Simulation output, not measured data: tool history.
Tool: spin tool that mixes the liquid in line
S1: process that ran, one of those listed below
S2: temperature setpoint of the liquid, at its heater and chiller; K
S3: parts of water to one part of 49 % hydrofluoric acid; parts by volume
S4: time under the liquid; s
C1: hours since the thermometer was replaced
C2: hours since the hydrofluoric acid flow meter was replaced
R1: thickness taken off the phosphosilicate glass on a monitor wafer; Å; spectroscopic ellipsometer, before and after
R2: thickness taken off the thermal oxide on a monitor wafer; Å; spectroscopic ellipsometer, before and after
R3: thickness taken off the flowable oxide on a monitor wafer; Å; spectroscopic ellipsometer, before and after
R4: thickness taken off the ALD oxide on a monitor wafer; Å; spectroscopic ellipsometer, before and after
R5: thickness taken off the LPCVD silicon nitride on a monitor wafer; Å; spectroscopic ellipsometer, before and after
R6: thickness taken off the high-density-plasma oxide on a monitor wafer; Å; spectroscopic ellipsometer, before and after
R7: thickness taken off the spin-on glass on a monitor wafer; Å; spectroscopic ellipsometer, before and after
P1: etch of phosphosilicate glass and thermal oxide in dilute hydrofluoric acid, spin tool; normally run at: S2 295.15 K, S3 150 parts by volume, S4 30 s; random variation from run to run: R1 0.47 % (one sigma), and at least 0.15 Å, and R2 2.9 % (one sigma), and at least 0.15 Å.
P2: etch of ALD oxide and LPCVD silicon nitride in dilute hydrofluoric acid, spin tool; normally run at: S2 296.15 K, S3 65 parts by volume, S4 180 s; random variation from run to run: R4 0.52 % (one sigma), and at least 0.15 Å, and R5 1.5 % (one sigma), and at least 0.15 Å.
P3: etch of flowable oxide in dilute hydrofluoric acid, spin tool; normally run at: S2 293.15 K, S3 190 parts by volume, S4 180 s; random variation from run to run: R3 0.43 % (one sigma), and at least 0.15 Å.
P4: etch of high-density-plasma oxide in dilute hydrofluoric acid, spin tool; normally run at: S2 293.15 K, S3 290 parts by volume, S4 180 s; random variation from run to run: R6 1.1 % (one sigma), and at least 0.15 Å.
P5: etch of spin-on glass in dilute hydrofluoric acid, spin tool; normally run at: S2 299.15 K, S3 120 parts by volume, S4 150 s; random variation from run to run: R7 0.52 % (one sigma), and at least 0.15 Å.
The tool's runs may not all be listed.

Run 1, hour 5.2: S1 P1, S2 295.15 K, S3 150 parts by volume, S4 30 s; C1 408.9; C2 736.4. Result: R1 199.570 Å, R2 8.2431 Å.
Run 2, hour 11.1: S1 P1, S2 295.15 K, S3 45 parts by volume, S4 45 s; C1 414.8; C2 742.3. Result: R1 1137.200 Å, R2 47.2000 Å.
Run 3, hour 14.9: S1 P3, S2 293.15 K, S3 190 parts by volume, S4 330 s; C1 418.6; C2 746.1. Result: R3 297.14 Å.
Run 4, hour 18.5: S1 P1, S2 301.65 K, S3 150 parts by volume, S4 30 s; C1 422.2; C2 749.7. Result: R1 254.360 Å, R2 10.3460 Å.
Run 5, hour 25.1: S1 P2, S2 296.15 K, S3 115 parts by volume, S4 180 s; C1 428.8; C2 756.3. Result: R4 183.41 Å, R5 7.8697 Å.
Run 6, hour 28.2: S1 P4, S2 293.15 K, S3 290 parts by volume, S4 75 s; C1 431.9; C2 759.4. Result: R6 9.410 Å.
Run 7, hour 33.5: S1 P3, S2 293.15 K, S3 80 parts by volume, S4 180 s; C1 437.2; C2 764.7. Result: R3 435.29 Å.
Run 8, hour 39.9: S1 P1, S2 295.15 K, S3 150 parts by volume, S4 60 s; C1 443.6; C2 771.1. Result: R1 400.430 Å, R2 16.6850 Å.
Run 9, hour 45.7: S1 P2, S2 290.15 K, S3 65 parts by volume, S4 180 s; C1 449.4; C2 776.9. Result: R4 266.23 Å, R5 9.0714 Å.
Run 10, hour 51.9: S1 P1, S2 290.65 K, S3 150 parts by volume, S4 30 s; C1 455.6; C2 783.1. Result: R1 167.550 Å, R2 6.7074 Å.
Run 11, hour 57.7: S1 P2, S2 296.15 K, S3 65 parts by volume, S4 180 s; C1 461.4; C2 788.9. Result: R4 341.06 Å, R5 13.5540 Å.
Run 12, hour 64.1: S1 P4, S2 290.15 K, S3 290 parts by volume, S4 180 s; C1 467.8; C2 795.3. Result: R6 19.529 Å.
At hour 68.2: thermometer replaced.
Run 13, hour 69.8: S1 P1, S2 295.15 K, S3 150 parts by volume, S4 30 s; C1 1.6; C2 801.0. Result: R1 200.190 Å, R2 8.3912 Å.
Run 14, hour 73.1: S1 P1, S2 295.15 K, S3 35 parts by volume, S4 30 s; C1 4.9; C2 804.3. Result: R1 985.150 Å, R2 38.5650 Å.
Run 15, hour 79.2: S1 P3, S2 293.15 K, S3 190 parts by volume, S4 180 s; C1 11.0; C2 810.4. Result: R3 162.73 Å.
Run 16, hour 85.8: S1 P3, S2 290.15 K, S3 190 parts by volume, S4 180 s; C1 17.6; C2 817.0. Result: R3 143.57 Å.
Run 17, hour 92.4: S1 P1, S2 295.15 K, S3 220 parts by volume, S4 30 s; C1 24.2; C2 823.6. Result: R1 127.530 Å, R2 5.0868 Å.
Run 18, hour 99.1: S1 P5, S2 299.15 K, S3 55 parts by volume, S4 150 s; C1 30.9; C2 830.3. Result: R7 1329.40 Å.
Run 19, hour 102.4: S1 P5, S2 299.15 K, S3 120 parts by volume, S4 215 s; C1 34.2; C2 833.6. Result: R7 808.53 Å.
Run 20, hour 105.8: S1 P5, S2 299.15 K, S3 120 parts by volume, S4 150 s; C1 37.6; C2 837.0. Result: R7 561.50 Å.
Run 21, hour 110.5: S1 P4, S2 293.15 K, S3 290 parts by volume, S4 180 s; C1 42.3; C2 841.7. Result: R6 22.271 Å.
Run 22, hour 114.7: S1 P4, S2 293.15 K, S3 290 parts by volume, S4 180 s; C1 46.5; C2 845.9. Result: R6 21.949 Å.
Run 23, hour 118.6: S1 P5, S2 307.15 K, S3 120 parts by volume, S4 150 s; C1 50.4; C2 849.8. Result: R7 760.33 Å.
Run 24, hour 121.7: S1 P2, S2 296.15 K, S3 65 parts by volume, S4 360 s; C1 53.5; C2 852.9. Result: R4 685.36 Å, R5 27.5740 Å.
Run 25, hour 128.0: S1 P1, S2 295.15 K, S3 150 parts by volume, S4 15 s; C1 59.8; C2 859.2. Result: R1 99.963 Å, R2 3.7937 Å.
Run 26, hour 131.5: S1 P1, S2 295.15 K, S3 150 parts by volume, S4 30 s; C1 63.3; C2 862.7. Result: R1 198.340 Å, R2 8.0044 Å.
Run 27, hour 135.7: S1 P1, S2 295.15 K, S3 150 parts by volume, S4 30 s; C1 67.5; C2 866.9. Result: R1 200.160 Å, R2 8.1462 Å.
Run 28, hour 140.4: S1 P4, S2 293.15 K, S3 105 parts by volume, S4 180 s; C1 72.2; C2 871.6. Result: R6 72.510 Å.
Run 29, hour 143.6: S1 P1, S2 295.15 K, S3 150 parts by volume, S4 30 s; C1 75.4; C2 874.8. Result: R1 199.900 Å, R2 8.4877 Å.
Run 30, hour 149.3: S1 P1, S2 295.15 K, S3 150 parts by volume, S4 30 s; C1 81.1; C2 880.5. Result: R1 206.420 Å, R2 8.1057 Å.
Run 31, hour 153.3: S1 P1, S2 295.15 K, S3 150 parts by volume, S4 30 s; C1 85.1; C2 884.5. Result: R1 206.900 Å, R2 8.8137 Å.
Run 32, hour 158.4: S1 P1, S2 295.15 K, S3 150 parts by volume, S4 30 s; C1 90.2; C2 889.6. Result: R1 211.520 Å, R2 8.5657 Å.
Run 33, hour 162.3: S1 P1, S2 295.15 K, S3 150 parts by volume, S4 30 s; C1 94.1; C2 893.5. Result: R1 213.650 Å, R2 8.7522 Å.
Run 34, hour 165.9: S1 P1, S2 295.15 K, S3 150 parts by volume, S4 30 s; C1 97.7; C2 897.1. Result: R1 214.560 Å, R2 9.3546 Å.
Run 35, hour 169.4: S1 P1, S2 295.15 K, S3 150 parts by volume, S4 30 s; C1 101.2; C2 900.6. Result: R1 217.590 Å, R2 9.0839 Å.
Run 36, hour 176.0: S1 P1, S2 295.15 K, S3 150 parts by volume, S4 30 s; C1 107.8; C2 907.2. Result: R1 217.430 Å, R2 8.6894 Å.
Run 37, hour 182.4: S1 P1, S2 295.15 K, S3 150 parts by volume, S4 30 s; C1 114.2; C2 913.6. Result: R1 216.970 Å, R2 8.5090 Å.
Run 38, hour 186.9: S1 P1, S2 295.15 K, S3 150 parts by volume, S4 30 s; C1 118.7; C2 918.1. Result: R1 217.560 Å, R2 8.5889 Å.
Run 39, hour 193.3: S1 P1, S2 295.15 K, S3 150 parts by volume, S4 30 s; C1 125.1; C2 924.5. Result: R1 216.460 Å, R2 8.8058 Å.

The next listed run, before its measurement:
Run 40, hour 199.9: S1 P1, S2 295.15 K, S3 150 parts by volume, S4 30 s; C1 131.7; C2 931.1. Result: R1 ?, R2 ?.

R1: 217.540 Å
R2: 8.8157 Å
